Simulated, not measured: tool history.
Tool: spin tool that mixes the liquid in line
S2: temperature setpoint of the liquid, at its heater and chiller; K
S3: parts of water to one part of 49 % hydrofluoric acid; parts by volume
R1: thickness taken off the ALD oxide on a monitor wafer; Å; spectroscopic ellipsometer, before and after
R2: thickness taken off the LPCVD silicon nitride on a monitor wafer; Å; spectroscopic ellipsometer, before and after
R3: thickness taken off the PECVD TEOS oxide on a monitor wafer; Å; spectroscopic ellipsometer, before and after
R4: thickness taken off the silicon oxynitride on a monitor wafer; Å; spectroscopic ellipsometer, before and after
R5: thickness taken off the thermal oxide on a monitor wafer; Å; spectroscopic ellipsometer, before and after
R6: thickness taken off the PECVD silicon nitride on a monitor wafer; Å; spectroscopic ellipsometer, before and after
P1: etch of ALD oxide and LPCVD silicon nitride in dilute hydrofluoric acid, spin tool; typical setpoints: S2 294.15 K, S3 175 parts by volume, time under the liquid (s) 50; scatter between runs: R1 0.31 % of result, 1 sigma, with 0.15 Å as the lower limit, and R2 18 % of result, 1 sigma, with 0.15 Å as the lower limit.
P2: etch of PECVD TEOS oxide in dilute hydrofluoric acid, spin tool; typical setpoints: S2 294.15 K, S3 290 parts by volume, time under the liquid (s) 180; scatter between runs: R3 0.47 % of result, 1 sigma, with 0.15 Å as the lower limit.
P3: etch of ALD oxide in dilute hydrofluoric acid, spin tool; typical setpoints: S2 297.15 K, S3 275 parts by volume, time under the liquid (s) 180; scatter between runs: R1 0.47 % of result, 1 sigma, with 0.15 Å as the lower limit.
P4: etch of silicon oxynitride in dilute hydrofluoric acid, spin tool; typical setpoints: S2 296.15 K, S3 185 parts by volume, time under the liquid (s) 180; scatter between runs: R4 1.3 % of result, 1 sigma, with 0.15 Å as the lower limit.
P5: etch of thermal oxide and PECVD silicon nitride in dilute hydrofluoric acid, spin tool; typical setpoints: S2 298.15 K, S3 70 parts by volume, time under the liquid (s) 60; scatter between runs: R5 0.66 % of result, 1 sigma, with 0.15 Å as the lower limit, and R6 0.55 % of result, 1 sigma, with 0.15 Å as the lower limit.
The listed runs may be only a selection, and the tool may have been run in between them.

Run 1, hour 3.4: process that ran P1, S2 294.15 K, S3 175 parts by volume, time under the liquid (s) 50. Result: R1 75.352 Å, R2 1.2919 Å.
Run 2, hour 7.9: process that ran P2, S2 290.15 K, S3 290 parts by volume, time under the liquid (s) 180. Result: R3 38.436 Å.
Run 3, hour 11.1: process that ran P4, S2 296.15 K, S3 185 parts by volume, time under the liquid (s) 275. Result: R4 27.05 Å.
Run 4, hour 15.9: process that ran P1, S2 294.15 K, S3 50 parts by volume, time under the liquid (s) 50. Result: R1 303.37 Å, R2 4.839 Å.
Run 5, hour 20.4: process that ran P5, S2 298.15 K, S3 70 parts by volume, time under the liquid (s) 60. Result: R5 44.157 Å, R6 51.914 Å.
Run 6, hour 25.6: process that ran P2, S2 294.15 K, S3 290 parts by volume, time under the liquid (s) 290. Result: R3 71.193 Å.
Run 7, hour 29.6: process that ran P1, S2 298.65 K, S3 305 parts by volume, time under the liquid (s) 50. Result: R1 44.792 Å, R2 0.95278 Å.
Run 8, hour 33.1: process that ran P4, S2 296.15 K, S3 185 parts by volume, time under the liquid (s) 180. Result: R4 17.719 Å.
Run 9, hour 36.9: process that ran P2, S2 294.15 K, S3 290 parts by volume, time under the liquid (s) 180. Result: R3 44.184 Å.
Run 10, hour 40.2: process that ran P1, S2 290.15 K, S3 175 parts by volume, time under the liquid (s) 50. Result: R1 64.347 Å, R2 1.3573 Å.
Run 11, hour 45.2: process that ran P4, S2 296.15 K, S3 185 parts by volume, time under the liquid (s) 180. Result: R4 17.536 Å.
Run 12, hour 48.4: process that ran P4, S2 296.15 K, S3 290 parts by volume, time under the liquid (s) 180. Result: R4 10.537 Å.
Run 13, hour 53.9: process that ran P1, S2 294.15 K, S3 175 parts by volume, time under the liquid (s) 50. Result: R1 75.215 Å, R2 1.0141 Å.
Run 14, hour 59.3: process that ran P1, S2 294.15 K, S3 175 parts by volume, time under the liquid (s) 50. Result: R1 75.054 Å, R2 0.95744 Å.
Run 15, hour 64.4: process that ran P3, S2 297.15 K, S3 175 parts by volume, time under the liquid (s) 180. Result: R1 120.38 Å.
Run 16, hour 69.6: process that ran P3, S2 297.15 K, S3 275 parts by volume, time under the liquid (s) 80. Result: R1 30.652 Å.
Run 17, hour 73.3: process that ran P2, S2 294.15 K, S3 290 parts by volume, time under the liquid (s) 180. Result: R3 44.27 Å.
Run 18, hour 75.8: process that ran P1, S2 294.15 K, S3 175 parts by volume, time under the liquid (s) 80. Result: R1 121 Å, R2 1.8408 Å.
Run 19, hour 79.9: process that ran P4, S2 291.15 K, S3 185 parts by volume, time under the liquid (s) 180. Result: R4 14.063 Å.
Run 20, hour 85.3: process that ran P5, S2 298.15 K, S3 100 parts by volume, time under the liquid (s) 60. Result: R5 28.963 Å, R6 37.06 Å.
Run 21, hour 87.9: process that ran P3, S2 297.15 K, S3 275 parts by volume, time under the liquid (s) 180. Result: R1 68.856 Å.
Run 22, hour 93.2: process that ran P1, S2 294.15 K, S3 265 parts by volume, time under the liquid (s) 50. Result: R1 46.013 Å, R2 0.34113 Å.
Run 23, hour 96.3: process that ran P3, S2 290.15 K, S3 275 parts by volume, time under the liquid (s) 180. Result: R1 54.029 Å.
Run 24, hour 100.2: process that ran P1, S2 299.15 K, S3 175 parts by volume, time under the liquid (s) 50. Result: R1 91.093 Å, R2 1.4946 Å.
Run 25, hour 103.9: process that ran P1, S2 294.15 K, S3 175 parts by volume, time under the liquid (s) 50. Result: R1 75.961 Å, R2 1.1815 Å.
Run 26, hour 107.8: process that ran P3, S2 297.15 K, S3 275 parts by volume, time under the liquid (s) 180. Result: R1 68.255 Å.
Run 27, hour 111: process that ran P5, S2 304.15 K, S3 70 parts by volume, time under the liquid (s) 60. Result: R5 55.151 Å, R6 76.449 Å.
Run 28, hour 114.8: process that ran P5, S2 298.15 K, S3 70 parts by volume, time under the liquid (s) 100. Result: R5 72.037 Å, R6 86.592 Å.
Run 29, hour 118.5: process that ran P5, S2 298.15 K, S3 70 parts by volume, time under the liquid (s) 60. Result: R5 43.463 Å, R6 52.117 Å.
Run 30, hour 121.2: process that ran P2, S2 294.15 K, S3 155 parts by volume, time under the liquid (s) 180. Result: R3 94.454 Å.
Run 31, hour 124.9: process that ran P1, S2 294.15 K, S3 175 parts by volume, time under the liquid (s) 50. Result: R1 74.894 Å, R2 1.1462 Å.
Run 32, hour 127.5: process that ran P1, S2 294.15 K, S3 175 parts by volume, time under the liquid (s) 15. Result: R1 22.65 Å, R2 0.2002 Å.
Run 33, hour 131: process that ran P1, S2 294.15 K, S3 175 parts by volume, time under the liquid (s) 50. Result: R1 75.316 Å, R2 1.4366 Å.
Run 34, hour 133.4: process that ran P1, S2 294.15 K, S3 175 parts by volume, time under the liquid (s) 50. Result: R1 76.167 Å, R2 1.101 Å.
Run 35, hour 137.7: process that ran P1, S2 294.15 K, S3 175 parts by volume, time under the liquid (s) 50. Result: R1 78.228 Å, R2 1.5758 Å.
Run 36, hour 140.3: process that ran P1, S2 294.15 K, S3 175 parts by volume, time under the liquid (s) 50. Result: R1 78.529 Å, R2 1.0973 Å.
Run 37, hour 144.4: process that ran P1, S2 294.15 K, S3 175 parts by volume, time under the liquid (s) 50. Result: R1 79.423 Å, R2 1.67 Å.
Run 38, hour 148.6: process that ran P1, S2 294.15 K, S3 175 parts by volume, time under the liquid (s) 50. Result: R1 79.768 Å, R2 1.4076 Å.
Run 39, hour 151.9: process that ran P1, S2 294.15 K, S3 175 parts by volume, time under the liquid (s) 50. Result: R1 80.09 Å, R2 1.1171 Å.
Run 40, hour 156.7: process that ran P1, S2 294.15 K, S3 175 parts by volume, time under the liquid (s) 50. Result: R1 80.006 Å, R2 1.1482 Å.
Run 41, hour 161.3: process that ran P1, S2 294.15 K, S3 175 parts by volume, time under the liquid (s) 50. Result: R1 80.131 Å, R2 1.1635 Å.
Run 42, hour 166.2: process that ran P1, S2 294.15 K, S3 175 parts by volume, time under the liquid (s) 50. Result: R1 79.81 Å, R2 1.7724 Å.

P1 no longer gives what it gave before; its output has crept away from where it was. The following 2 causes, each at its listed size, fit the log equally well:
A: hydrofluoric acid flow above the setpoint (%) = 5.2
B: liquid hotter than its thermometer reads (K) = 1.56
The onset of the drift is placed at about hour 131.

Listed below are the offered check runs, one wafer per run, with question marks in place of results. For which of them would the causes give clearly different outcomes?
Run check 1, hour 171.1: process that ran P4, S2 296.15 K, S3 185 parts by volume, time under the liquid (s) 180. Result: R4 ?.
Run check 2, hour 171.1: process that ran P2, S2 294.15 K, S3 290 parts by volume, time under the liquid (s) 180. Result: R3 ?.
Run check 3, hour 171.1: process that ran P3, S2 297.15 K, S3 275 parts by volume, time under the liquid (s) 180. Result: R1 ?.
Run check 4, hour 171.1: process that ran P5, S2 298.15 K, S3 70 parts by volume, time under the liquid (s) 60. Result: R5 ?, R6 ?.

If the cause were each of the candidates in turn, the checks would give the following:
  check  result    if A    if B
check 1      R4  18.801  19.045
check 2      R3  47.193  46.821
check 3      R1  73.343  72.626
check 4      R5  45.991  46.313
check 4      R6  54.676  57.642
Separation of the two closest causes in each check, using whichever result separates them best: check 1 1.29 %; check 2 0.79 %; check 3 0.98 %; check 4 5.28 %
Only check 4 tells the causes apart: in the others they would give nearly the same result.

Check 4 was carried out, with these results: R5 45.911 Å; R6 54.073 Å. Which of the listed causes is responsible?

It was cause A: hydrofluoric acid flow above the setpoint (%).
